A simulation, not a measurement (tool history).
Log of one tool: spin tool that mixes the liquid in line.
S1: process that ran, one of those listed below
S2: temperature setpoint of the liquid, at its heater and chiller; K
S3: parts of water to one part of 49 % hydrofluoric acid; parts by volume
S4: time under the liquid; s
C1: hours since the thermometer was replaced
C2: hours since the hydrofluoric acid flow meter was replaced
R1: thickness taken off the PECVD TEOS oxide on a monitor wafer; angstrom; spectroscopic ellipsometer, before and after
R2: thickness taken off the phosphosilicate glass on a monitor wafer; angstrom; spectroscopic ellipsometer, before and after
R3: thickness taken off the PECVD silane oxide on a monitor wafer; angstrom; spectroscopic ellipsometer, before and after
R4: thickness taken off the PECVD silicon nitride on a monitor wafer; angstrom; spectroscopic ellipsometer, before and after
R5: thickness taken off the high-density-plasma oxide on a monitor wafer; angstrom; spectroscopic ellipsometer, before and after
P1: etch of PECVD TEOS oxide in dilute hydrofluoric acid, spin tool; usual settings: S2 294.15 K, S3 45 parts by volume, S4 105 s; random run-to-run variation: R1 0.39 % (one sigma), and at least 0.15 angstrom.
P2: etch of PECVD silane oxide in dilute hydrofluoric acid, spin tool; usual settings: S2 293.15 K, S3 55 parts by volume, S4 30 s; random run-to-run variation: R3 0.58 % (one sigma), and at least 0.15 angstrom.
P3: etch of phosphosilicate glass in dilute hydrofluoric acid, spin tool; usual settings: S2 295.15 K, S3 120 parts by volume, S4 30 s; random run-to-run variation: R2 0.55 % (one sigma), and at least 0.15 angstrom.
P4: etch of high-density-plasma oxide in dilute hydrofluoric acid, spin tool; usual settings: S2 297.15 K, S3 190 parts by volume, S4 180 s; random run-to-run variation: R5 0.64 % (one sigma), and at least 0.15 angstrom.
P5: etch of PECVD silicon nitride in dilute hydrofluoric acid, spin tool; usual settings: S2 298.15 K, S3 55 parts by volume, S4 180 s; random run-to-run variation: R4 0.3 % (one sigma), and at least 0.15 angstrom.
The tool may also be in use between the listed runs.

Run 1, day 0.171: S1 P1, S2 294.15 K, S3 45 parts by volume, S4 105 s; C1 738.8; C2 345.3. Result: R1 282.17 angstrom.
Run 2, day 0.329: S1 P3, S2 290.65 K, S3 120 parts by volume, S4 30 s; C1 742.6; C2 349.1. Result: R2 361.82 angstrom.
Run 3, day 0.475: S1 P2, S2 293.15 K, S3 95 parts by volume, S4 30 s; C1 746.1; C2 352.6. Result: R3 76.767 angstrom.
Run 4, day 0.650: S1 P1, S2 300.15 K, S3 20 parts by volume, S4 105 s; C1 750.3; C2 356.8. Result: R1 844.60 angstrom.
Run 5, day 0.800: S1 P5, S2 298.15 K, S3 55 parts by volume, S4 180 s; C1 753.9; C2 360.4. Result: R4 124.080 angstrom.
Run 6, day 0.962: S1 P4, S2 297.15 K, S3 80 parts by volume, S4 180 s; C1 757.8; C2 364.3. Result: R5 118.510 angstrom.
Run 7, day 1.142: S1 P1, S2 294.15 K, S3 20 parts by volume, S4 105 s; C1 762.1; C2 368.6. Result: R1 660.26 angstrom.
Run 8, day 1.262: S1 P5, S2 298.15 K, S3 105 parts by volume, S4 180 s; C1 765.0; C2 371.5. Result: R4 65.822 angstrom.
Run 9, day 1.396: S1 P4, S2 297.15 K, S3 190 parts by volume, S4 180 s; C1 768.2; C2 374.7. Result: R5 43.499 angstrom.
Run 10, day 1.558: S1 P1, S2 294.15 K, S3 20 parts by volume, S4 160 s; C1 772.1; C2 378.6. Result: R1 1000.10 angstrom.
Run 11, day 1.675: S1 P3, S2 295.15 K, S3 40 parts by volume, S4 30 s; C1 774.9; C2 381.4. Result: R2 1428.10 angstrom.
Run 12, day 1.829: S1 P1, S2 294.15 K, S3 45 parts by volume, S4 105 s; C1 778.6; C2 385.1. Result: R1 283.71 angstrom.
Run 13, day 2.038: S1 P5, S2 298.15 K, S3 55 parts by volume, S4 95 s; C1 783.6; C2 390.1. Result: R4 65.966 angstrom.
Run 14, day 2.142: S1 P1, S2 294.15 K, S3 45 parts by volume, S4 105 s; C1 786.1; C2 392.6. Result: R1 284.35 angstrom.
Run 15, day 2.358: S1 P2, S2 293.15 K, S3 55 parts by volume, S4 45 s; C1 791.3; C2 397.8. Result: R3 208.450 angstrom.
Run 16, day 2.471: S1 P3, S2 295.15 K, S3 120 parts by volume, S4 15 s; C1 794.0; C2 400.5. Result: R2 217.52 angstrom.
Run 17, day 2.675: S1 P1, S2 294.15 K, S3 45 parts by volume, S4 160 s; C1 798.9; C2 405.4. Result: R1 429.45 angstrom.
Run 18, day 2.875: S1 P4, S2 297.15 K, S3 190 parts by volume, S4 180 s; C1 803.7; C2 410.2. Result: R5 43.955 angstrom.
Run 19, day 2.979: S1 P1, S2 294.15 K, S3 70 parts by volume, S4 105 s; C1 806.2; C2 412.7. Result: R1 176.71 angstrom.
Run 20, day 3.158: S1 P1, S2 294.15 K, S3 45 parts by volume, S4 105 s; C1 810.5; C2 417.0. Result: R1 282.00 angstrom.
Run 21, day 3.371: S1 P1, S2 290.15 K, S3 45 parts by volume, S4 105 s; C1 815.6; C2 422.1. Result: R1 239.26 angstrom.
Run 22, day 3.504: S1 P2, S2 293.15 K, S3 55 parts by volume, S4 30 s; C1 818.8; C2 425.3. Result: R3 139.800 angstrom.
Run 23, day 3.638: S1 P1, S2 294.15 K, S3 45 parts by volume, S4 45 s; C1 822.0; C2 428.5. Result: R1 121.00 angstrom.
Run 24, day 3.783: S1 P1, S2 294.15 K, S3 45 parts by volume, S4 105 s; C1 825.5; C2 432.0. Result: R1 282.76 angstrom.
Run 25, day 3.933: S1 P4, S2 291.15 K, S3 190 parts by volume, S4 180 s; C1 829.1; C2 435.6. Result: R5 35.053 angstrom.
Run 26, day 4.133: S1 P5, S2 298.15 K, S3 55 parts by volume, S4 180 s; C1 833.9; C2 440.4. Result: R4 124.770 angstrom.
Run 27, day 4.304: S1 P2, S2 290.15 K, S3 55 parts by volume, S4 30 s; C1 838.0; C2 444.5. Result: R3 123.220 angstrom.
Run 28, day 4.438: S1 P5, S2 304.15 K, S3 55 parts by volume, S4 180 s; C1 841.2; C2 447.7. Result: R4 185.230 angstrom.
Run 29, day 4.650: S1 P1, S2 294.15 K, S3 45 parts by volume, S4 105 s; C1 846.3; C2 452.8. Result: R1 279.83 angstrom.
Run 30, day 4.788: S1 P1, S2 301.65 K, S3 45 parts by volume, S4 105 s; C1 849.6; C2 456.1. Result: R1 384.81 angstrom.
Run 31, day 5.004: S1 P1, S2 294.15 K, S3 45 parts by volume, S4 105 s; C1 854.8; C2 461.3. Result: R1 281.38 angstrom.
Run 32, day 5.158: S1 P4, S2 297.15 K, S3 190 parts by volume, S4 350 s; C1 858.5; C2 465.0. Result: R5 85.239 angstrom.
Run 33, day 5.371: S1 P3, S2 295.15 K, S3 120 parts by volume, S4 30 s; C1 863.6; C2 470.1. Result: R2 432.94 angstrom.
Run 34, day 5.550: S1 P2, S2 293.15 K, S3 55 parts by volume, S4 30 s; C1 867.9; C2 474.4. Result: R3 138.870 angstrom.
Run 35, day 5.658: S1 P3, S2 295.15 K, S3 120 parts by volume, S4 30 s; C1 870.5; C2 477.0. Result: R2 433.91 angstrom.
Run 36, day 5.879: S1 P1, S2 294.15 K, S3 45 parts by volume, S4 105 s; C1 875.8; C2 482.3. Result: R1 282.76 angstrom.
Run 37, day 6.083: S1 P1, S2 294.15 K, S3 45 parts by volume, S4 105 s; C1 880.7; C2 487.2. Result: R1 294.15 angstrom.
Run 38, day 6.242: S1 P1, S2 294.15 K, S3 45 parts by volume, S4 105 s; C1 884.5; C2 491.0. Result: R1 300.53 angstrom.
Run 39, day 6.388: S1 P1, S2 294.15 K, S3 45 parts by volume, S4 105 s; C1 888.0; C2 494.5. Result: R1 304.86 angstrom.
Run 40, day 6.579: S1 P1, S2 294.15 K, S3 45 parts by volume, S4 105 s; C1 892.6; C2 499.1. Result: R1 308.23 angstrom.
Run 41, day 6.700: S1 P1, S2 294.15 K, S3 45 parts by volume, S4 105 s; C1 895.5; C2 502.0. Result: R1 311.19 angstrom.
Run 42, day 6.800: S1 P1, S2 294.15 K, S3 45 parts by volume, S4 105 s; C1 897.9; C2 504.4. Result: R1 309.27 angstrom.
Run 43, day 7.017: S1 P1, S2 294.15 K, S3 45 parts by volume, S4 105 s; C1 903.1; C2 509.6. Result: R1 311.92 angstrom.
Run 44, day 7.238: S1 P1, S2 294.15 K, S3 45 parts by volume, S4 105 s; C1 908.4; C2 514.9. Result: R1 311.32 angstrom.
Run 45, day 7.458: S1 P1, S2 294.15 K, S3 45 parts by volume, S4 105 s; C1 913.7; C2 520.2. Result: R1 312.49 angstrom.

Something has made what P1 gives creep away from where it was; the 2 causes below, each at its own stated size, fit the log equally well:
A: liquid hotter than its thermometer reads (K) = 2.4
B: hydrofluoric acid flow above the setpoint (%) = 9.98
Creep in the process output first set in at about day 5.879.

Which of the 4 check runs listed below separates the causes, so that each cause would produce a clearly different result? Each run uses one wafer, and its results are marked with question marks.
Run check 1, day 7.679: S1 P4, S2 291.15 K, S3 85 parts by volume, S4 180 s. Result: R5 ?.
Run check 2, day 7.679: S1 P2, S2 293.15 K, S3 85 parts by volume, S4 30 s. Result: R3 ?.
Run check 3, day 7.679: S1 P3, S2 295.15 K, S3 55 parts by volume, S4 30 s. Result: R2 ?.
Run check 4, day 7.679: S1 P5, S2 298.15 K, S3 55 parts by volume, S4 100 s. Result: R4 ?.

Check results expected under each cause:
  check  result     if A     if B
check 1      R5   96.234   96.552
check 2      R3   95.711   96.232
check 3      R2  1132.40  1135.10
check 4      R4   81.040   75.904
Separation of the two closest causes in each check, using whichever result separates them best: check 1 0.33 %; check 2 0.54 %; check 3 0.24 %; check 4 6.55 %
Check 4 distinguishes between the causes, while the remaining checks would return nearly the same result for all of them.

The results of check 4 are: R4 80.874 angstrom. Based on these, which of the listed causes is it?

A is the cause: liquid hotter than its thermometer reads (K).
